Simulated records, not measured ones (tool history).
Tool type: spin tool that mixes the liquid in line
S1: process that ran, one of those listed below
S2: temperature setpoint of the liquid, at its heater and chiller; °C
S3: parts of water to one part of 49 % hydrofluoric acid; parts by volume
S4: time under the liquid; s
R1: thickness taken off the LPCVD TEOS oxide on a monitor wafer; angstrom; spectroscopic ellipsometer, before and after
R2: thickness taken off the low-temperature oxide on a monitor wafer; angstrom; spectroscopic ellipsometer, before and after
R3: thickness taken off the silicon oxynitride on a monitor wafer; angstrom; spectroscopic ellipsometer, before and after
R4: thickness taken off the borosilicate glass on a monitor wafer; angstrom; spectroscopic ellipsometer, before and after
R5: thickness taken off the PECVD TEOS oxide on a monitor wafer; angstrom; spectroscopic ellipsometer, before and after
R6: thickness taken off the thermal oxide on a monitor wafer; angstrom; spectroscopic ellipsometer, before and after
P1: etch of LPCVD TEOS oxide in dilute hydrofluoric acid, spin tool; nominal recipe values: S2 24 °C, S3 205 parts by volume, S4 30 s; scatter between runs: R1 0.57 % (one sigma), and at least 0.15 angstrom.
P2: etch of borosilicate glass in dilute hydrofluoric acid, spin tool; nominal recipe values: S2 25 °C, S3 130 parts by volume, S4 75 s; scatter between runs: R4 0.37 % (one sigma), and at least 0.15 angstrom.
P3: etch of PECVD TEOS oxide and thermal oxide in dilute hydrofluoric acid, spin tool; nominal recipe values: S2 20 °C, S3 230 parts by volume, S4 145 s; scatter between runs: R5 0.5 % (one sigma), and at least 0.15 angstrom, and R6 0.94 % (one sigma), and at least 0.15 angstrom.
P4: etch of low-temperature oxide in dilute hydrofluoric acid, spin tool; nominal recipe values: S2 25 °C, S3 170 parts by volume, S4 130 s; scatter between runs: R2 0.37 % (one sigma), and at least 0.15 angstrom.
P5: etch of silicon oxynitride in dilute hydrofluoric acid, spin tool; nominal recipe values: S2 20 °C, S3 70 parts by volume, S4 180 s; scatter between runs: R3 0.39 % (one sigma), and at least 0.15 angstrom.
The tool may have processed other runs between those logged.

run,hour,S1,S2,S3,S4,R1,R2,R3,R4,R5,R6
1,13.1,P1,24,205,30,70.942,,,,,
2,25.4,P4,25,280,130,,41.842,,,,
3,37.1,P5,20,70,180,,,85.766,,,
4,51.3,P2,19.5,130,75,,,,111.96,,
5,62.4,P1,29.5,205,30,86.674,,,,,
6,73.5,P1,20,105,30,132.66,,,,,
7,82.1,P1,24,205,15,35.712,,,,,
8,90.4,P1,24,325,30,39.771,,,,,
# hour 102.3: thermometer replaced
9,104.1,P3,20,230,145,,,,,64.52,22.812
10,112.3,P2,25,130,75,,,,139.62,,
11,127,P4,25,170,130,,77.48,,,,
12,141.5,P5,20,70,340,,,161.65,,,
13,155.3,P4,25,170,55,,32.563,,,,
14,170.2,P4,25,170,130,,77.113,,,,
15,186.8,P2,25,40,75,,,,508.2,,
16,195.7,P2,25,130,75,,,,140.36,,
17,210.8,P1,24,205,30,71.744,,,,,
18,226.4,P3,20,230,285,,,,,126.74,45.164
19,240.6,P4,32,170,130,,99.527,,,,
20,251.9,P1,24,205,50,118.48,,,,,
21,259.5,P3,20,120,145,,,,,139.78,48.211
22,273.1,P1,24,205,30,70.636,,,,,
23,281.2,P3,20,230,145,,,,,64.575,22.967
24,290.2,P5,20,20,180,,,311.02,,,
25,306.4,P3,25,230,145,,,,,78.332,27.053
26,315.3,P2,25,130,125,,,,232.24,,
27,324.9,P1,24,75,30,224.77,,,,,
28,333.8,P5,17,70,180,,,73.599,,,
29,347.7,P1,24,205,30,70.242,,,,,
30,355.7,P1,24,315,50,69.193,,,,,
31,365.9,P1,20,205,30,61.812,,,,,
32,373.7,P5,20,70,180,,,85.569,,,
33,387.5,P1,24,205,30,70.525,,,,,
34,400.5,P1,24,205,30,69.677,,,,,
35,416.3,P1,24,205,30,67.923,,,,,
36,431.3,P1,24,205,30,67.914,,,,,
37,442.6,P1,24,205,30,67.086,,,,,
38,450.7,P1,24,205,30,66.93,,,,,
39,460.5,P1,24,205,30,66.804,,,,,
40,472.5,P1,24,205,30,67.051,,,,,
41,482.8,P1,24,205,30,67.515,,,,,
42,492.4,P1,24,205,30,66.437,,,,,
43,508.6,P1,24,205,30,66.193,,,,,
44,518.2,P1,24,205,30,66.52,,,,,

The log shows P1 creeping away from where it was. Any of the 2 causes listed here, at the size stated for it, fits the log just as well as the others:
A: hydrofluoric acid flow below the setpoint (%) = 5.06
B: liquid colder than its thermometer reads (K) = 1.71
The onset of the drift is placed at about hour 387.5.

Listed below are the offered check runs, one wafer per run, with question marks in place of results. For which of them would the causes give clearly different outcomes?
check 1,527.8,P4,31,170,70,,?,,,,
check 2,527.8,P5,20,45,285,,,?,,,
check 3,527.8,P2,22,130,120,,,,?,,
check 4,527.8,P3,24.5,230,145,,,,,?,?

Outcome of each check run for each possible cause:
check,result,if A,if B
check 1,R2,48.49,48.648
check 2,R3,203.89,197.21
check 3,R4,187.15,185.57
check 4,R5,72.032,72.213
check 4,R6,25.101,25.164
Per check, the gap between the least separated pair of causes, taken in the result that splits them most: check 1 0.33 %; check 2 3.33 %; check 3 0.85 %; check 4 0.25 %
Of the check runs offered, only check 2 discriminates between the causes; the rest would read about the same regardless of which cause applies.

With check 2 done, the readings were: R3 203.42 angstrom. Identify which of the listed causes applies.

The correct cause is A, namely: hydrofluoric acid flow below the setpoint (%).

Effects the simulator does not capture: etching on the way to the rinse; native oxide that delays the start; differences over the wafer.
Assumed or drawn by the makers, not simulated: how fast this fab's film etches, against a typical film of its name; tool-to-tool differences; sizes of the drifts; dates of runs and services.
